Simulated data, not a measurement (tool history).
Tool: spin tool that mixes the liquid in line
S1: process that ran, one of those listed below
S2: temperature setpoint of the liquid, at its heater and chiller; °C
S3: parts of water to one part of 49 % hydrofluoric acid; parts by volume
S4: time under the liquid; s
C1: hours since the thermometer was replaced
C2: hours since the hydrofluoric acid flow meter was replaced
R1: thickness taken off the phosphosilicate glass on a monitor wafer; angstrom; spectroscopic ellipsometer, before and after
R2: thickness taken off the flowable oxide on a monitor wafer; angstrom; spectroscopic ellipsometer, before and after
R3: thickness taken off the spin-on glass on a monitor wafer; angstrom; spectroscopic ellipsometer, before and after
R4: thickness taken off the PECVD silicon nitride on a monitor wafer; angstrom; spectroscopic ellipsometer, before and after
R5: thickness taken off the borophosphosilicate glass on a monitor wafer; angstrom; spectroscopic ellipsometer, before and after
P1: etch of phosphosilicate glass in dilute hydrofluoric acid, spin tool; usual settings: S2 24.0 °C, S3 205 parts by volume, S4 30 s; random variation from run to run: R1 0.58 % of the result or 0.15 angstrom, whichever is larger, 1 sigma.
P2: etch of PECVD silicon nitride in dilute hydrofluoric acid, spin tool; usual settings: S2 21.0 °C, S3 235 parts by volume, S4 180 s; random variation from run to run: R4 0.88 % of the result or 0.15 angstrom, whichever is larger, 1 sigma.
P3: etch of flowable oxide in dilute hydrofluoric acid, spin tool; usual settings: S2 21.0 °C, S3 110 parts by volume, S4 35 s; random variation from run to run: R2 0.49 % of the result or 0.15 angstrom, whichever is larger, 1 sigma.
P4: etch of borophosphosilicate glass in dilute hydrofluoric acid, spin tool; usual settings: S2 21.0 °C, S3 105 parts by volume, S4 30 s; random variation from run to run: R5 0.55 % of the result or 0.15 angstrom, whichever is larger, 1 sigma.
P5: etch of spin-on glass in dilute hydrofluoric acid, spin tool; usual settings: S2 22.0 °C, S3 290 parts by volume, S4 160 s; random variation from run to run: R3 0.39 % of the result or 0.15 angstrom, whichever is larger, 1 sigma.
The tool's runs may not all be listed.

| run | hour | S1 | S2 | S3 | S4 | C1 | C2 | R1 | R2 | R3 | R4 | R5 |
|---|---|---|---|---|---|---|---|---|---|---|---|---|
| 1 | 12.6 | P1 | 24.0 | 205 | 30 | 1023.3 | 752.5 | 79.175 |  |  |  |  |
| 2 | 18.7 | P3 | 21.0 | 110 | 35 | 1029.4 | 758.6 |  | 137.240 |  |  |  |
| 3 | 25.6 | P5 | 22.0 | 290 | 295 | 1036.3 | 765.5 |  |  | 332.56 |  |  |
| 4 | 33.1 | P2 | 28.5 | 235 | 180 | 1043.8 | 773.0 |  |  |  | 43.7820 |  |
| 5 | 39.7 | P3 | 21.0 | 110 | 15 | 1050.4 | 779.6 |  | 58.771 |  |  |  |
| 6 | 51.0 | P5 | 17.0 | 290 | 160 | 1061.7 | 790.9 |  |  | 149.80 |  |  |
| 7 | 60.9 | P2 | 21.0 | 235 | 180 | 1071.6 | 800.8 |  |  |  | 27.6740 |  |
| 8 | 72.4 | P1 | 17.0 | 205 | 30 | 1083.1 | 812.3 | 61.069 |  |  |  |  |
| 9 | 82.1 | P1 | 24.0 | 205 | 15 | 1092.8 | 822.0 | 39.788 |  |  |  |  |
| 10 | 91.2 | P5 | 22.0 | 85 | 160 | 1101.9 | 831.1 |  |  | 768.49 |  |  |
| 11 | 103.6 | P5 | 22.0 | 290 | 160 | 1114.3 | 843.5 |  |  | 180.84 |  |  |
| 12 | 113.7 | P4 | 21.0 | 105 | 15 | 1124.4 | 853.6 |  |  |  |  | 70.781 |
| 13 | 126.6 | P1 | 31.5 | 290 | 30 | 1137.3 | 866.5 | 66.101 |  |  |  |  |
| 14 | 138.4 | P1 | 29.0 | 205 | 30 | 1149.1 | 878.3 | 95.166 |  |  |  |  |
| 15 | 145.8 | P1 | 24.0 | 205 | 30 | 1156.5 | 885.7 | 79.422 |  |  |  |  |
| 16 | 153.7 | P1 | 24.0 | 120 | 30 | 1164.4 | 893.6 | 151.440 |  |  |  |  |
| 17 | 161.2 | P2 | 21.0 | 235 | 15 | 1171.9 | 901.1 |  |  |  | 2.4366 |  |
| 18 | 174.6 | P2 | 21.0 | 60 | 180 | 1185.3 | 914.5 |  |  |  | 104.3400 |  |
| 19 | 185.1 | P3 | 21.0 | 200 | 35 | 1195.8 | 925.0 |  | 68.363 |  |  |  |
| 20 | 192.7 | P5 | 22.0 | 290 | 160 | 1203.4 | 932.6 |  |  | 181.06 |  |  |
| 21 | 205.6 | P1 | 24.0 | 280 | 30 | 1216.3 | 945.5 | 54.331 |  |  |  |  |
| 22 | 218.5 | P4 | 29.0 | 105 | 30 | 1229.2 | 958.4 |  |  |  |  | 193.790 |
| 23 | 229.2 | P1 | 24.0 | 205 | 30 | 1239.9 | 969.1 | 80.026 |  |  |  |  |
| 24 | 238.6 | P2 | 21.0 | 235 | 180 | 1249.3 | 978.5 |  |  |  | 27.9230 |  |
| 25 | 246.1 | P4 | 21.0 | 105 | 30 | 1256.8 | 986.0 |  |  |  |  | 143.890 |
| 26 | 251.9 | P1 | 24.0 | 205 | 55 | 1262.6 | 991.8 | 145.670 |  |  |  |  |
| 27 | 260.4 | P1 | 24.0 | 205 | 30 | 1271.1 | 1000.3 | 79.851 |  |  |  |  |
| 28 | 271.2 | P3 | 29.0 | 110 | 35 | 1281.9 | 1011.1 |  | 187.170 |  |  |  |
| 29 | 281.3 | P4 | 21.0 | 190 | 30 | 1292.0 | 1021.2 |  |  |  |  | 72.389 |
| 30 | 291.8 | P1 | 24.0 | 205 | 30 | 1302.5 | 1031.7 | 79.583 |  |  |  |  |
| 31 | 299.8 | P1 | 24.0 | 205 | 30 | 1310.5 | 1039.7 | 81.607 |  |  |  |  |
| 32 | 307.0 | P1 | 24.0 | 205 | 30 | 1317.7 | 1046.9 | 81.945 |  |  |  |  |

The next listed run, before its measurement:
| 33 | 315.9 | P1 | 24.0 | 205 | 30 | 1326.6 | 1055.8 | ? |  |  |  |  |

{"run 33": {"R1": 81.651}}
